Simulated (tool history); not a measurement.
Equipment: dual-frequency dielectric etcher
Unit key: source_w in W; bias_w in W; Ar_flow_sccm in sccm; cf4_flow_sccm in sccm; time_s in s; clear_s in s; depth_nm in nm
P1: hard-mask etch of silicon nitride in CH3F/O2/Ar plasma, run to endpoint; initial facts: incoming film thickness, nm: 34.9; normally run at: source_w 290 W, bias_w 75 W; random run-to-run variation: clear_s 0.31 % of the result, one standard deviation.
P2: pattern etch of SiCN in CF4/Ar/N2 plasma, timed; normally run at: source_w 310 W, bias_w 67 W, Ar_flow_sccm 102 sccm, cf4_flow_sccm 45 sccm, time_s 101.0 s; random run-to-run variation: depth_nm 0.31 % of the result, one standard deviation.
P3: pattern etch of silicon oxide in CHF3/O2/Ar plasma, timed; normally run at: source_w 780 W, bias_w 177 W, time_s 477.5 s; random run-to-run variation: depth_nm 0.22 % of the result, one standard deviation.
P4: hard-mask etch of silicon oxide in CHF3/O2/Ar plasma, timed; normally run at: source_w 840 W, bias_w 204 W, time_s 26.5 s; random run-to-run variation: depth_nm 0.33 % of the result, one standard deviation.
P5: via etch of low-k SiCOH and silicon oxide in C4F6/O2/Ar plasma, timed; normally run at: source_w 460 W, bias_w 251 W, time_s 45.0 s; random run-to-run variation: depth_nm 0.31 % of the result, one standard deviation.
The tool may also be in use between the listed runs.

run   hour  process  source_w  bias_w  Ar_flow_sccm  cf4_flow_sccm  time_s  clear_s  depth_nm
  1   11.9       P1       290      75                                        55.224
  2   25.2       P2       310      51           102             45   101.0             52.376
  3   33.4       P3       780     124                                477.5            925.990
  4   40.3       P4       590     204                                 26.5             56.225
  5   49.6       P2       310      67            69             45   101.0             61.615
  6   58.4       P3      1100     177                                477.5           1182.200
  7   72.3       P1       290      75                                        55.491
  8   85.6       P2       310      67           102             58   101.0             59.833
  9   94.3       P1       290      99                                        49.808
 10  107.9       P2       310      67           102             45    56.5             32.240
 11  120.1       P3       780     177                                477.5           1034.500
 12  127.2       P2       400      67           102             45   101.0             72.218
 13  136.8       P3       780     177                                269.0            584.770
 14  146.3       P1       290      75                                        55.410
 15  156.6       P4       840     204                                 35.0             85.565
 16  166.2       P5       330     251                                 45.0            119.970
 17  177.5       P1       290      75                                        54.977
 18  191.5       P1       220      75                                        60.850
 19  200.5       P1       350      75                                        51.042
 20  207.5       P1       290      75                                        55.493
 21  215.3       P1       290      49                                        63.723
 22  227.7       P3       780     177                                477.5           1040.500
 23  237.7       P4       840     204                                 26.5             64.768
     244.3  -- source power generator calibrated
 24  250.5       P1       290      75                                        55.305
 25  265.6       P5       460     251                                 45.0            135.450
 26  279.8       P2       310      67           102             45   101.0             57.568
 27  290.6       P5       460     348                                 45.0            151.380
 28  304.7       P1       290      75                                        54.966
 29  315.5       P4       840     204                                 26.5             64.987
 30  329.6       P4       840     156                                 26.5             59.426
 31  340.9       P5       460     251                                 25.0             75.336
 32  352.8       P2       310      67           102             45   101.0             57.908
 33  359.5       P1       340      47                                        60.546
 34  371.2       P1       290      75                                        55.050
 35  381.4       P1       290      75                                        55.224
 36  390.2       P1       290      75                                        55.409
 37  401.6       P1       290      75                                        55.653

Predict the results of run 38:
 38  415.9       P1       290      75                                             ?

{"run 38": {"clear_s": 56.13}}

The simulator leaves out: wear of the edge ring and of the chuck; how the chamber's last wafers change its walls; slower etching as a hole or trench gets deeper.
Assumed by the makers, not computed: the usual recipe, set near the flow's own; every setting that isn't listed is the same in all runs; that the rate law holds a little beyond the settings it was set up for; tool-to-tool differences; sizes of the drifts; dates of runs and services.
